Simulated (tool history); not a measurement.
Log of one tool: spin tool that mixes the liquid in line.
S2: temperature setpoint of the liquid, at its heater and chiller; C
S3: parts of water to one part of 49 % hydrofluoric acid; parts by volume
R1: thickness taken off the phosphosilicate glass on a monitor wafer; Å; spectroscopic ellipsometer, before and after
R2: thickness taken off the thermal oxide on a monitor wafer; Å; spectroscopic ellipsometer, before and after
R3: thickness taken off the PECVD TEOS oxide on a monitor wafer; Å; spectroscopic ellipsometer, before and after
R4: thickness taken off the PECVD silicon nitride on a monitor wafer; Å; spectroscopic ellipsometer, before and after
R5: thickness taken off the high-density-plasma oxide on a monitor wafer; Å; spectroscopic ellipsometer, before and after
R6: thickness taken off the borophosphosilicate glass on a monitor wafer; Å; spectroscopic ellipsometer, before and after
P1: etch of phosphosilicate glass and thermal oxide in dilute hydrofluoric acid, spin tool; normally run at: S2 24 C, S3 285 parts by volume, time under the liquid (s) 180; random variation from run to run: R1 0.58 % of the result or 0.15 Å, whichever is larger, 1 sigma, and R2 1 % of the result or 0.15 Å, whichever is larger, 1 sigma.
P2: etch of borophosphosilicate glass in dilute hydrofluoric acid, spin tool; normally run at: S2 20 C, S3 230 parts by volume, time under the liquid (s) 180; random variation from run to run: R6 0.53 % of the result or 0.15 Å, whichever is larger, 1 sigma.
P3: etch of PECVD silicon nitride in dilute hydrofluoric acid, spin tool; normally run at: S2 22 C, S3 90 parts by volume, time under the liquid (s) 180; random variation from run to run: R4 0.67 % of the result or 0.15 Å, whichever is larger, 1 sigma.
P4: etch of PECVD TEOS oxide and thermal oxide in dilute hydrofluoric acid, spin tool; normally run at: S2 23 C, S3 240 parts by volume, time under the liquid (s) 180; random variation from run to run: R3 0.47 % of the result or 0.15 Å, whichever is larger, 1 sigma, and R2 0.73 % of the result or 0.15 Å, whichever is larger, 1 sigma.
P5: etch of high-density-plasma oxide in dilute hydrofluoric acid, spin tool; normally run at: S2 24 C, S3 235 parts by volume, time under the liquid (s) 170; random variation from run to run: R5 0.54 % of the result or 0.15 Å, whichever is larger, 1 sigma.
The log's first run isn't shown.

Run 2, day 0.779: process that ran P1, S2 24 C, S3 285 parts by volume, time under the liquid (s) 180. Result: R1 300.09 Å, R2 23.039 Å.
Run 3, day 1.267: process that ran P4, S2 23 C, S3 50 parts by volume, time under the liquid (s) 180. Result: R2 190.15 Å, R3 941.6 Å.
Run 4, day 1.762: process that ran P3, S2 22 C, S3 140 parts by volume, time under the liquid (s) 180. Result: R4 20.456 Å.
Run 5, day 2.062: process that ran P5, S2 30.5 C, S3 235 parts by volume, time under the liquid (s) 170. Result: R5 64.126 Å.
Run 6, day 2.467: process that ran P1, S2 24 C, S3 285 parts by volume, time under the liquid (s) 180. Result: R1 303.92 Å, R2 23.42 Å.
Run 7, day 2.729: process that ran P5, S2 24 C, S3 235 parts by volume, time under the liquid (s) 255. Result: R5 76.422 Å.
Run 8, day 3.088: process that ran P1, S2 24 C, S3 285 parts by volume, time under the liquid (s) 180. Result: R1 303.61 Å, R2 23.561 Å.
Run 9, day 3.5: process that ran P3, S2 22 C, S3 90 parts by volume, time under the liquid (s) 180. Result: R4 31.113 Å.
Run 10, day 3.85: process that ran P1, S2 19.5 C, S3 285 parts by volume, time under the liquid (s) 55. Result: R1 78.628 Å, R2 5.6585 Å.
Run 11, day 4.254: process that ran P2, S2 20 C, S3 230 parts by volume, time under the liquid (s) 180. Result: R6 181.9 Å.
Run 12, day 4.583: process that ran P1, S2 30.5 C, S3 285 parts by volume, time under the liquid (s) 180. Result: R1 376.54 Å, R2 28.284 Å.
Run 13, day 5.096: process that ran P5, S2 24 C, S3 340 parts by volume, time under the liquid (s) 170. Result: R5 32.079 Å.
Run 14, day 5.467: process that ran P5, S2 24 C, S3 235 parts by volume, time under the liquid (s) 170. Result: R5 51.123 Å.
Run 15, day 5.971: process that ran P1, S2 29 C, S3 285 parts by volume, time under the liquid (s) 100. Result: R1 200.26 Å, R2 15.458 Å.
Run 16, day 6.417: process that ran P3, S2 29.5 C, S3 90 parts by volume, time under the liquid (s) 180. Result: R4 51.157 Å.
Run 17, day 6.842: process that ran P2, S2 20 C, S3 230 parts by volume, time under the liquid (s) 365. Result: R6 373.55 Å.
Run 18, day 7.312: process that ran P1, S2 24 C, S3 475 parts by volume, time under the liquid (s) 180. Result: R1 153.02 Å, R2 11.846 Å.
Run 19, day 7.658: process that ran P4, S2 23 C, S3 240 parts by volume, time under the liquid (s) 180. Result: R2 32.758 Å, R3 158.25 Å.
Run 20, day 8.033: process that ran P4, S2 23 C, S3 240 parts by volume, time under the liquid (s) 65. Result: R2 11.813 Å, R3 57.192 Å.
Run 21, day 8.379: process that ran P2, S2 20 C, S3 115 parts by volume, time under the liquid (s) 180. Result: R6 414.47 Å.

The next listed run, before its measurement:
Run 22, day 8.725: process that ran P2, S2 20 C, S3 230 parts by volume, time under the liquid (s) 180. Result: R6 ?.

R6: 184.04 Å
